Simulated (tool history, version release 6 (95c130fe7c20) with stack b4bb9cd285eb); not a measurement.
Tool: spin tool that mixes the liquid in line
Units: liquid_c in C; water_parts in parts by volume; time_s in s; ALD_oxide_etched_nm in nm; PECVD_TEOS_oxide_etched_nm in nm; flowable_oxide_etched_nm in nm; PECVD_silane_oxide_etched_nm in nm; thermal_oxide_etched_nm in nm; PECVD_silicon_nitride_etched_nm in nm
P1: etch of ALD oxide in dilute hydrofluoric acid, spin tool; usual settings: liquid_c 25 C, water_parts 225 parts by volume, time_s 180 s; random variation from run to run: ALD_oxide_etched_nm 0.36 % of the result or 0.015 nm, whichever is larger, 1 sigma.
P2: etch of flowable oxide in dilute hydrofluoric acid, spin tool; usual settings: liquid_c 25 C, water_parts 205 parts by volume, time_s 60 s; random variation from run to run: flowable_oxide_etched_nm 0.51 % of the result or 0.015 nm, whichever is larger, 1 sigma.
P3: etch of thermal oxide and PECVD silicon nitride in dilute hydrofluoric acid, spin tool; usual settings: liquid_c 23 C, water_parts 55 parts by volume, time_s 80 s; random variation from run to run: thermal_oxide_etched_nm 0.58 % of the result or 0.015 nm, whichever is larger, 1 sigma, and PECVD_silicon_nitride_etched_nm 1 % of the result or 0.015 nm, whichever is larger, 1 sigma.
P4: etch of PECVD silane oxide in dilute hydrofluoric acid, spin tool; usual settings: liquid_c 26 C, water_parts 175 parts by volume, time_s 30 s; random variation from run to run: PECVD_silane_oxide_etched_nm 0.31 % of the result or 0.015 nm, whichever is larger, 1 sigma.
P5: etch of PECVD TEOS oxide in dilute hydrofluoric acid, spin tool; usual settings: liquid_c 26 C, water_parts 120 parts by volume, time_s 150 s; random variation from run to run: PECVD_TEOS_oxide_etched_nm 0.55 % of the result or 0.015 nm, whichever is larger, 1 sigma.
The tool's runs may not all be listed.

run   hour  process  liquid_c  water_parts  time_s  ALD_oxide_etched_nm  PECVD_TEOS_oxide_etched_nm  flowable_oxide_etched_nm  PECVD_silane_oxide_etched_nm  thermal_oxide_etched_nm  PECVD_silicon_nitride_etched_nm
  1   14.8       P1        25          225     180               7.0585
  2   22.9       P1        25           60     180               32.006
  3   36.5       P5        26          120     150                                           15.068
  4   45.3       P2        17          205      60                                                                     5.8581
  5   53.7       P4        26          280      30                                                                                                    4.769
  6   62.6       P4      21.5          175      30                                                                                                   7.1863
  7   69.6       P3        17           55      80                                                                                                                            5.5167                           1.7813
  8   84.6       P3        23           20      80                                                                                                                            20.376                           7.1618
  9   97.7       P1      32.5          225     340               17.158
 10  111.5       P4        26          175      30                                                                                                    8.536
 11  125.7       P5        26          175     150                                           9.6438
 12  135.2       P1        25          225      30               1.1683
 13  144.9       P1        25          225     180               7.0031
 14  156.3       P2        25          205      15                                                                     1.9669
     166.6  -- hydrofluoric acid flow meter replaced
 15  169.1       P4        26          175      45                                                                                                   12.779
 16  176.6       P1      32.5          225     180               9.1445
 17  186.6       P1        25          225     280               10.957
 18  194.7       P5        26          120     290                                           28.783
 19  202.5       P1        20          225     180               5.8325
 20  217.4       P2        25          370      60                                                                     3.6816
 21  228.9       P2        25          205      60                                                                     7.9005
 22  242.4       P4        26          175      30                                                                                                   8.5089
 23  249.6       P1        25          225     180               6.9606
 24  256.7       P1        25          395     180               3.3839
 25  266.8       P1        25          225     180               7.0378
 26  280.5       P3        23           55      80                                                                                                                            7.0529                           2.6027
 27    288       P3        23           55     125                                                                                                                            11.017                           4.1087
 28  295.9       P1        25          225     180               6.9969
 29  303.1       P5      32.5          120     150                                           19.107
 30  311.5       P1        25          225     180               7.0808
 31  326.6       P1        25          225     180               7.2508
 32  335.7       P1        25          225     180                7.291
 33  345.6       P1        25          225     180               7.3244
 34  358.7       P1        25          225     180               7.3592
 35  369.3       P1        25          225     180               7.3572
 36  378.8       P1        25          225     180               7.3976
 37  388.6       P1        25          225     180               7.4272

What P1 gives has crept away from where it was. These 2 causes fit the log equally well, each at the size given:
A: liquid hotter than its thermometer reads (K) = 1.53
B: hydrofluoric acid flow above the setpoint (%) = 4.5
The creep began at about hour 311.5.

4 check runs are offered, each on 2 wafers whose results are averaged, their results left as question marks. Which one tells the causes apart?
check 1  398.4       P5        26          165     285                                                ?
check 2  398.4       P4        23          255      30                                                                                                        ?
check 3  398.4       P3        17           55     110                                                                                                                                 ?                                ?
check 4  398.4       P2        25          360      15                                                                          ?

What each check would give under each cause:
  check                           result    if A    if B
check 1       PECVD_TEOS_oxide_etched_nm  20.714  20.635
check 2     PECVD_silane_oxide_etched_nm  5.0708  5.0719
check 3          thermal_oxide_etched_nm  8.0276  7.8746
check 3  PECVD_silicon_nitride_etched_nm  2.6916  2.5217
check 4         flowable_oxide_etched_nm  1.0114  1.0201
How far apart the two closest causes lie, in the result that separates them most: check 1 0.38 %; check 2 0.02 %; check 3 6.52 %; check 4 0.86 %
Check 3 tells the causes apart: in the others they would give nearly the same result.

Check 3 was then run and gave: thermal_oxide_etched_nm 8.0278 nm; PECVD_silicon_nitride_etched_nm 2.7102 nm. Which cause is it?

It is A: liquid hotter than its thermometer reads (K).
